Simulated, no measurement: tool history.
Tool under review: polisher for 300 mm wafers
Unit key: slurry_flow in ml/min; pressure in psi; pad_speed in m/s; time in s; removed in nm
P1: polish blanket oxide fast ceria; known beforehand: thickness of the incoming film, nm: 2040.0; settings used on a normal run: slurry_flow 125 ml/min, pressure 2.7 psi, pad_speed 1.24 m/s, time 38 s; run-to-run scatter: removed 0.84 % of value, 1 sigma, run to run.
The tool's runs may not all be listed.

run,hour,slurry_flow,pressure,pad_speed,time,wafers polished on this pad,hours since the slurry nozzle was cleaned,hours since the head pressure was calibrated,removed
1,7.8,125,2.7,1.24,38,519,148.3,161.5,848.01
2,21.8,75,2.7,1.24,38,692,162.3,175.5,741.14
3,28.8,125,2.7,0.56,38,779,169.3,182.5,379.74
4,42.6,125,2.7,1.24,59,950,183.1,196.3,1315.4
5,55.7,125,2.7,1.24,38,1113,196.2,209.4,845.99
6,66.2,125,2.7,1.24,38,1243,206.7,219.9,853.72
7,76.2,155,2.7,1.66,38,1367,216.7,229.9,1174.6
8,83.5,125,4.2,1.24,38,1457,224,237.2,1302.2
9,92.7,190,2.7,1.24,38,1572,233.2,246.4,889.25
10,103,125,2.7,1.24,38,1699,243.5,256.7,849.27
11,115.7,125,2.7,1.86,38,1857,256.2,269.4,1266.3
12,123.1,125,2.7,1.24,38,1949,263.6,276.8,837
13,131.6,75,2.7,0.9,38,2054,272.1,285.3,529.56
14,141.4,125,2.7,1.24,20,2176,281.9,295.1,442.38
15,149.6,125,1.4,0.88,38,2277,290.1,303.3,309.43
16,160.6,125,2,1.24,38,2414,301.1,314.3,626.56
17,167.8,125,2.7,1.24,38,2503,308.3,321.5,837.02
18,181.3,125,2.7,1.24,38,2670,321.8,335,794.62
19,189.5,125,2.7,1.24,38,2772,330,343.2,781.12
20,198.8,125,2.7,1.24,38,2887,339.3,352.5,761.51
21,206.5,125,2.7,1.24,38,2983,347,360.2,755.39
# hour 214.6: worn pad replaced by a new one
22,215.9,125,2.7,1.24,38,16,356.4,369.6,759.01
23,223.7,125,2.7,1.24,38,113,364.2,377.4,754.1
24,234.5,125,2.7,1.24,38,247,375,388.2,745.05

The output of P1 has drifted from where it used to be. Each of the 2 causes below, taken at the size shown beside it, accounts for the log equally well:
A: head's pressure below its setpoint, % = 11.1
B: slurry flow missing at the pad, % = 37.2
The process output started creeping at around hour 167.8.
All other causes, with the reason each is excluded:
removal rate lost through wear of the pad, %: serviced at hour 214.6, after the change had begun; the process did not return to its earlier output

Of the 4 check runs listed below, each run on one wafer and each result written as a question mark, which would let you distinguish the listed causes because they would give clearly different results?
check 1,245.3,125,2.7,1.84,58,,,,?
check 2,245.3,125,4,0.72,38,,,,?
check 3,245.3,125,2.7,0.58,56,,,,?
check 4,245.3,75,2.7,1.86,38,,,,?

Expected result of each check under each candidate cause:
check,result,if A,if B
check 1,removed,1698.3,1698.4
check 2,removed,645.04,645.06
check 3,removed,516.88,516.9
check 4,removed,985.79,925.76
How far apart the two closest causes lie, in the result that separates them most: check 1 0 %; check 2 0 %; check 3 0 %; check 4 6.28 %
The causes can be told apart only by check 4. The other checks would give nearly the same results under each of them.

Check 4 was then run and gave: removed 981.49 nm. Which cause is it?

The cause is A: head's pressure below its setpoint, %.
